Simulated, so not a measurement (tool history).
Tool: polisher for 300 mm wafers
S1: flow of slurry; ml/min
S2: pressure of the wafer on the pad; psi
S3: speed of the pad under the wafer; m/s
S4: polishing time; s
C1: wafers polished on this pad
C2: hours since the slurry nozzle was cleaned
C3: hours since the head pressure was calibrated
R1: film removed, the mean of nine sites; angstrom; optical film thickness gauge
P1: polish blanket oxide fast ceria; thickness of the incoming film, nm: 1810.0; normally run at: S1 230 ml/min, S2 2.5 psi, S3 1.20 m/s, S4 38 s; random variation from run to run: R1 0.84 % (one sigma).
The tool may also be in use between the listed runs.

run 1 hour=16.4 | S1=230 S2=2.5 S3=1.20 S4=38 | C1=313 C2=207.4 C3=293.0 | R1=5932.7
run 2 hour=24.4 | S1=140 S2=2.5 S3=1.20 S4=38 | C1=390 C2=215.4 C3=301.0 | R1=5459.5
run 3 hour=37.3 | S1=230 S2=2.5 S3=0.54 S4=38 | C1=515 C2=228.3 C3=313.9 | R1=2656.0
run 4 hour=47.6 | S1=230 S2=2.5 S3=1.20 S4=38 | C1=614 C2=238.6 C3=324.2 | R1=5973.1
run 5 hour=58.2 | S1=230 S2=2.5 S3=1.20 S4=38 | C1=717 C2=249.2 C3=334.8 | R1=5921.1
run 6 hour=68.4 | S1=230 S2=2.5 S3=1.20 S4=38 | C1=815 C2=259.4 C3=345.0 | R1=5939.7
run 7 hour=78.3 | S1=230 S2=3.9 S3=1.20 S4=38 | C1=911 C2=269.3 C3=354.9 | R1=9086.1
run 8 hour=93.6 | S1=230 S2=1.2 S3=1.20 S4=38 | C1=1059 C2=284.6 C3=370.2 | R1=2814.6
run 9 hour=107.4 | S1=230 S2=2.5 S3=1.20 S4=53 | C1=1192 C2=298.4 C3=384.0 | R1=8130.5
run 10 hour=123.6 | S1=230 S2=2.5 S3=1.20 S4=38 | C1=1348 C2=314.6 C3=400.2 | R1=5888.0
run 11 hour=140.9 | S1=325 S2=2.5 S3=1.20 S4=38 | C1=1515 C2=331.9 C3=417.5 | R1=6091.3
run 12 hour=155.2 | S1=230 S2=2.5 S3=1.20 S4=17 | C1=1653 C2=346.2 C3=431.8 | R1=2663.7
run 13 hour=165.8 | S1=305 S2=3.4 S3=1.20 S4=38 | C1=1756 C2=356.8 C3=442.4 | R1=8309.5
run 14 hour=179.7 | S1=230 S2=2.5 S3=1.88 S4=38 | C1=1890 C2=370.7 C3=456.3 | R1=9275.7
run 15 hour=188.7 | S1=230 S2=2.5 S3=1.20 S4=38 | C1=1977 C2=379.7 C3=465.3 | R1=5874.2
run 16 hour=198.0 | S1=230 S2=2.5 S3=1.20 S4=38 | C1=2067 C2=389.0 C3=474.6 | R1=5864.9
run 17 hour=210.8 | S1=230 S2=2.5 S3=1.20 S4=38 | C1=2190 C2=401.8 C3=487.4 | R1=5873.7
run 18 hour=219.5 | S1=230 S2=2.5 S3=1.20 S4=38 | C1=2274 C2=410.5 C3=496.1 | R1=5688.6
run 19 hour=228.7 | S1=230 S2=2.5 S3=1.20 S4=38 | C1=2363 C2=419.7 C3=505.3 | R1=5708.5
run 20 hour=237.7 | S1=230 S2=2.5 S3=1.20 S4=38 | C1=2450 C2=428.7 C3=514.3 | R1=5679.9
run 21 hour=248.7 | S1=230 S2=2.5 S3=1.20 S4=38 | C1=2556 C2=439.7 C3=525.3 | R1=5647.2
run 22 hour=260.4 | S1=230 S2=2.5 S3=1.20 S4=38 | C1=2669 C2=451.4 C3=537.0 | R1=5644.2
-- hour=273.8 worn pad replaced by a new one
run 23 hour=275.9 | S1=230 S2=2.5 S3=1.20 S4=38 | C1=20 C2=466.9 C3=552.5 | R1=5598.6
run 24 hour=293.4 | S1=230 S2=2.5 S3=1.20 S4=38 | C1=189 C2=484.4 C3=570.0 | R1=5583.2
run 25 hour=309.9 | S1=230 S2=2.5 S3=1.20 S4=38 | C1=349 C2=500.9 C3=586.5 | R1=5611.4
run 26 hour=322.4 | S1=230 S2=2.5 S3=1.20 S4=38 | C1=469 C2=513.4 C3=599.0 | R1=5661.4

What P1 gives has crept away from where it was. These 2 causes fit the log equally well, each at the size given:
A: slurry flow missing at the pad, % = 30.2
B: head's pressure below its setpoint, % = 4.86
The creep began at about hour 188.7.
Why every other cause is out:
removal rate lost through wear of the pad, %: serviced at hour 273.8, which brought nothing back

4 check runs are offered, each on 5 wafers whose results are averaged, their results left as question marks. Which one tells the causes apart?
run check 1 hour=334.9 | S1=140 S2=1.5 S3=1.20 S4=38 | R1=?
run check 2 hour=334.9 | S1=230 S2=2.5 S3=1.86 S4=47 | R1=?
run check 3 hour=334.9 | S1=230 S2=3.9 S3=1.20 S4=38 | R1=?
run check 4 hour=334.9 | S1=230 S2=3.9 S3=0.86 S4=38 | R1=?

What each check would give under each cause:
check=check_1 result=R1 if_A=3038.7 if_B=3127.1
check=check_2 result=R1 if_A=10755.0 if_B=10754.0
check=check_3 result=R1 if_A=8751.2 if_B=8750.7
check=check_4 result=R1 if_A=6271.7 if_B=6271.3
How far apart the two closest causes lie, in the result that separates them most: check 1 2.87 %; check 2 0.01 %; check 3 0.01 %; check 4 0.01 %
Only check 1 tells the causes apart: in the others they would give nearly the same result.

Then check 1 was run and gave: R1 3057.1 angstrom. Which cause is it?

It is A: slurry flow missing at the pad, %.
